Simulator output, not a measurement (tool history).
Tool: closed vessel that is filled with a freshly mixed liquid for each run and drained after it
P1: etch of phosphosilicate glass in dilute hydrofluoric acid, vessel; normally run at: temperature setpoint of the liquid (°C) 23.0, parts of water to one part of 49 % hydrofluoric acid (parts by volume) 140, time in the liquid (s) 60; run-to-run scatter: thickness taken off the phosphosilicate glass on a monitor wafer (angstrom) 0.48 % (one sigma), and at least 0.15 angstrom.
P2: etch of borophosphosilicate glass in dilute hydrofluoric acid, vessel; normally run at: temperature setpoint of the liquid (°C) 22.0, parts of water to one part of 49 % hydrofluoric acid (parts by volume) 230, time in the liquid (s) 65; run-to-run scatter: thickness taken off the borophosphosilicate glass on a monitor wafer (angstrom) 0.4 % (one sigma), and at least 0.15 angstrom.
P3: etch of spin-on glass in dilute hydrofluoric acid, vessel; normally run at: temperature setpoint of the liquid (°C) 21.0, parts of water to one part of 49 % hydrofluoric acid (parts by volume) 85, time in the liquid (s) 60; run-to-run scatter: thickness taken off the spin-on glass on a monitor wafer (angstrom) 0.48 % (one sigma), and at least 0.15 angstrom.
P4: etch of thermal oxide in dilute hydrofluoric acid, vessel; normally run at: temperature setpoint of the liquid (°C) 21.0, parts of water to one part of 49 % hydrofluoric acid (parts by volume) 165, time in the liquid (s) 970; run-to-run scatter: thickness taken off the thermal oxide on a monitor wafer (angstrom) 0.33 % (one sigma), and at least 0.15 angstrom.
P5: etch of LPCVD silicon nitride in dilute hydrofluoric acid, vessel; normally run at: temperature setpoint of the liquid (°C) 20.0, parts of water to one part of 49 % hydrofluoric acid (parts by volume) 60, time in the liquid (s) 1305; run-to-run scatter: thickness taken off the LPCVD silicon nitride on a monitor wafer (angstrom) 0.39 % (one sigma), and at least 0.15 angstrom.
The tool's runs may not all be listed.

| run | hour | process that ran | temperature setpoint of the liquid (°C) | parts of water to one part of 49 % hydrofluoric acid (parts by volume) | time in the liquid (s) | hours since the thermometer was replaced | hours since the hydrofluoric acid flow meter was replaced | thickness taken off the phosphosilicate glass on a monitor wafer (angstrom) | thickness taken off the thermal oxide on a monitor wafer (angstrom) | thickness taken off the spin-on glass on a monitor wafer (angstrom) | thickness taken off the borophosphosilicate glass on a monitor wafer (angstrom) | thickness taken off the LPCVD silicon nitride on a monitor wafer (angstrom) |
|---|---|---|---|---|---|---|---|---|---|---|---|---|
| 1 | 3.8 | P1 | 23.0 | 140 | 60 | 690.0 | 694.5 | 796.38 |  |  |  |  |
| 2 | 7.3 | P4 | 21.0 | 165 | 970 | 693.5 | 698.0 |  | 220.28 |  |  |  |
| 3 | 12.2 | P1 | 23.0 | 140 | 30 | 698.4 | 702.9 | 397.24 |  |  |  |  |
| 4 | 16.4 | P3 | 21.0 | 85 | 35 | 702.6 | 707.1 |  |  | 126.89 |  |  |
| 5 | 20.7 | P4 | 21.0 | 165 | 970 | 706.9 | 711.4 |  | 220.42 |  |  |  |
| 6 | 23.7 | P1 | 23.0 | 75 | 60 | 709.9 | 714.4 | 1613.90 |  |  |  |  |
| 7 | 27.0 | P4 | 24.5 | 165 | 970 | 713.2 | 717.7 |  | 251.65 |  |  |  |
|  | 27.1 | hydrofluoric acid flow meter replaced |
| 8 | 30.4 | P2 | 30.0 | 230 | 65 | 716.6 | 3.3 |  |  |  | 229.140 |  |
|  | 33.6 | thermometer replaced |
| 9 | 35.2 | P5 | 17.0 | 60 | 1305 | 1.6 | 8.1 |  |  |  |  | 54.559 |
| 10 | 38.0 | P1 | 18.0 | 140 | 60 | 4.4 | 10.9 | 647.54 |  |  |  |  |
| 11 | 42.3 | P1 | 23.0 | 220 | 60 | 8.7 | 15.2 | 465.83 |  |  |  |  |
| 12 | 46.8 | P5 | 20.0 | 60 | 1305 | 13.2 | 19.7 |  |  |  |  | 67.109 |
| 13 | 51.4 | P2 | 22.0 | 375 | 65 | 17.8 | 24.3 |  |  |  | 93.311 |  |
| 14 | 54.6 | P4 | 21.0 | 165 | 1925 | 21.0 | 27.5 |  | 437.98 |  |  |  |
| 15 | 57.4 | P5 | 20.0 | 100 | 1305 | 23.8 | 30.3 |  |  |  |  | 40.873 |
| 16 | 63.1 | P2 | 22.0 | 230 | 95 | 29.5 | 36.0 |  |  |  | 254.070 |  |
| 17 | 65.8 | P1 | 28.5 | 140 | 60 | 32.2 | 38.7 | 982.07 |  |  |  |  |
| 18 | 69.7 | P2 | 22.0 | 230 | 65 | 36.1 | 42.6 |  |  |  | 174.260 |  |
| 19 | 74.7 | P1 | 23.0 | 200 | 30 | 41.1 | 47.6 | 261.33 |  |  |  |  |
| 20 | 77.9 | P3 | 21.0 | 150 | 60 | 44.3 | 50.8 |  |  | 114.99 |  |  |
| 21 | 81.5 | P4 | 21.0 | 100 | 970 | 47.9 | 54.4 |  | 390.29 |  |  |  |
| 22 | 84.6 | P1 | 23.0 | 140 | 60 | 51.0 | 57.5 | 792.68 |  |  |  |  |
| 23 | 89.3 | P3 | 21.0 | 85 | 60 | 55.7 | 62.2 |  |  | 214.73 |  |  |
| 24 | 93.5 | P3 | 17.0 | 85 | 60 | 59.9 | 66.4 |  |  | 184.70 |  |  |
| 25 | 97.7 | P5 | 20.0 | 60 | 615 | 64.1 | 70.6 |  |  |  |  | 31.925 |
| 26 | 102.1 | P1 | 23.0 | 140 | 60 | 68.5 | 75.0 | 792.92 |  |  |  |  |
| 27 | 107.9 | P1 | 23.0 | 140 | 95 | 74.3 | 80.8 | 1251.30 |  |  |  |  |
| 28 | 114.0 | P1 | 23.0 | 80 | 30 | 80.4 | 86.9 | 748.15 |  |  |  |  |
| 29 | 119.2 | P1 | 23.0 | 140 | 60 | 85.6 | 92.1 | 788.74 |  |  |  |  |
| 30 | 123.3 | P1 | 23.0 | 140 | 60 | 89.7 | 96.2 | 797.17 |  |  |  |  |
| 31 | 126.3 | P1 | 23.0 | 140 | 60 | 92.7 | 99.2 | 794.89 |  |  |  |  |
| 32 | 132.6 | P1 | 23.0 | 140 | 60 | 99.0 | 105.5 | 818.49 |  |  |  |  |
| 33 | 137.4 | P1 | 23.0 | 140 | 60 | 103.8 | 110.3 | 834.09 |  |  |  |  |
| 34 | 141.2 | P1 | 23.0 | 140 | 60 | 107.6 | 114.1 | 836.11 |  |  |  |  |
| 35 | 144.8 | P1 | 23.0 | 140 | 60 | 111.2 | 117.7 | 841.38 |  |  |  |  |

Forecast run 36:
| 36 | 149.1 | P1 | 23.0 | 140 | 60 | 115.5 | 122.0 | ? |  |  |  |  |

Run 36 gave thickness taken off the phosphosilicate glass on a monitor wafer (angstrom) 845.10.
